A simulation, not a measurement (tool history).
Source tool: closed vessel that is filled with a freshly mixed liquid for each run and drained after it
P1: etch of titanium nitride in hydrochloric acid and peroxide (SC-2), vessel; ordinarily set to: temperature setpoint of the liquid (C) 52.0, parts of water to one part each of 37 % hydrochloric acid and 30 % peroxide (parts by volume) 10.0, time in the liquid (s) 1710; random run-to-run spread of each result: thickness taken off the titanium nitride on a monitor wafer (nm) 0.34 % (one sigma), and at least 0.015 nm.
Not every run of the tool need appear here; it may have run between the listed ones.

run   hour  temperature setpoint of the liquid (C)  parts of water to one part each of 37 % hydrochloric acid and 30 % peroxide (parts by volume)  time in the liquid (s)  hours since the thermometer was replaced  hours since the chemicals flow meter was replaced  hours since the drum of peroxide was connected  thickness taken off the titanium nitride on a monitor wafer (nm)
  1   12.5                                    52.0                                                                                           10.0                    1710                                     538.9                                              149.3                                            58.6                                                           36.3480
  2   29.1                                    52.0                                                                                           10.0                    1710                                     555.5                                              165.9                                            75.2                                                           36.6850
  3   37.2                                    52.0                                                                                           10.0                    1710                                     563.6                                              174.0                                            83.3                                                           36.4590
  4   52.7                                    52.0                                                                                           10.0                    1710                                     579.1                                              189.5                                            98.8                                                           36.2850
  5   67.2                                    37.0                                                                                           14.5                    1710                                     593.6                                              204.0                                           113.3                                                            9.4053
  6   75.7                                    52.0                                                                                           10.0                     115                                     602.1                                              212.5                                           121.8                                                            2.4259
  7   91.8                                    52.0                                                                                            4.0                    1710                                     618.2                                              228.6                                           137.9                                                           73.3820
  8  101.4                                    39.0                                                                                           10.0                    1710                                     627.8                                              238.2                                           147.5                                                           14.9700
  9  117.5                                    64.0                                                                                           10.0                    2900                                     643.9                                              254.3                                           163.6                                                          132.6900
 10  126.4                                    52.0                                                                                           18.0                    1710                                     652.8                                              263.2                                           172.5                                                           21.9540
 11  141.0                                    52.0                                                                                           10.0                    2705                                     667.4                                              277.8                                           187.1                                                           57.6180
 12  154.1                                    67.5                                                                                           10.0                    1710                                     680.5                                              290.9                                           200.2                                                           96.4410
 13  165.7                                    52.0                                                                                            5.5                     735                                     692.1                                              302.5                                           211.8                                                           25.0830
 14  176.6                                    52.0                                                                                           10.0                    1710                                     703.0                                              313.4                                           222.7                                                           36.4260
 15  193.0                                    52.0                                                                                           10.0                    1710                                     719.4                                              329.8                                           239.1                                                           36.2730
 16  205.2                                    52.0                                                                                           10.0                    1710                                     731.6                                              342.0                                           251.3                                                           35.2370
 17  214.0                                    52.0                                                                                           10.0                    1710                                     740.4                                              350.8                                           260.1                                                           34.3140
 18  225.8                                    52.0                                                                                           10.0                    1710                                     752.2                                              362.6                                           271.9                                                           34.0230
     237.2  -- new drum of peroxide connected
 19  237.3                                    52.0                                                                                           10.0                    1710                                     763.7                                              374.1                                             0.2                                                           33.7250
 20  253.5                                    52.0                                                                                           10.0                    1710                                     779.9                                              390.3                                            16.4                                                           33.4960
 21  268.7                                    52.0                                                                                           10.0                    1710                                     795.1                                              405.5                                            31.6                                                           33.4110

What P1 gives has crept away from where it was. These 2 causes fit the log equally well, each at the size given:
A: liquid colder than its thermometer reads (K) = 1.27
B: chemicals flow below the setpoint (%) = 9.47
The onset of the drift is placed at about hour 193.0.
What rules out each remaining cause:
peroxide weaker than its label (%): maintenance at hour 237.2, after the shift began, did not return the process to its former output

The 4 check runs listed below each average the results of 2 wafers, and their outcomes are marked with question marks. Under which run would the listed causes produce clearly different results?
check 1  283.9                                    61.5                                                                                           10.0                    1710                                                                                                                                                                                                              ?
check 2  283.9                                    39.0                                                                                            4.0                    1710                                                                                                                                                                                                              ?
check 3  283.9                                    52.0                                                                                           17.5                     320                                                                                                                                                                                                              ?
check 4  283.9                                    63.5                                                                                           10.0                    1710                                                                                                                                                                                                              ?

How each check would come out, cause by cause:
  check                                                            result     if A     if B
check 1  thickness taken off the titanium nitride on a monitor wafer (nm)  61.7610  61.4950
check 2  thickness taken off the titanium nitride on a monitor wafer (nm)  27.2440  27.9000
check 3  thickness taken off the titanium nitride on a monitor wafer (nm)   3.8545   3.8323
check 4  thickness taken off the titanium nitride on a monitor wafer (nm)  69.9530  69.5860
Distance between the nearest two causes, measured in the result of the check that separates them most: check 1 0.43 %; check 2 2.38 %; check 3 0.58 %; check 4 0.53 %
Only in check 2 would the causes give clearly different results; in the remaining checks their results would be nearly the same.

Check 2 was then run and gave: thickness taken off the titanium nitride on a monitor wafer (nm) 27.8720. Which cause is it?

It was cause B: chemicals flow below the setpoint (%).

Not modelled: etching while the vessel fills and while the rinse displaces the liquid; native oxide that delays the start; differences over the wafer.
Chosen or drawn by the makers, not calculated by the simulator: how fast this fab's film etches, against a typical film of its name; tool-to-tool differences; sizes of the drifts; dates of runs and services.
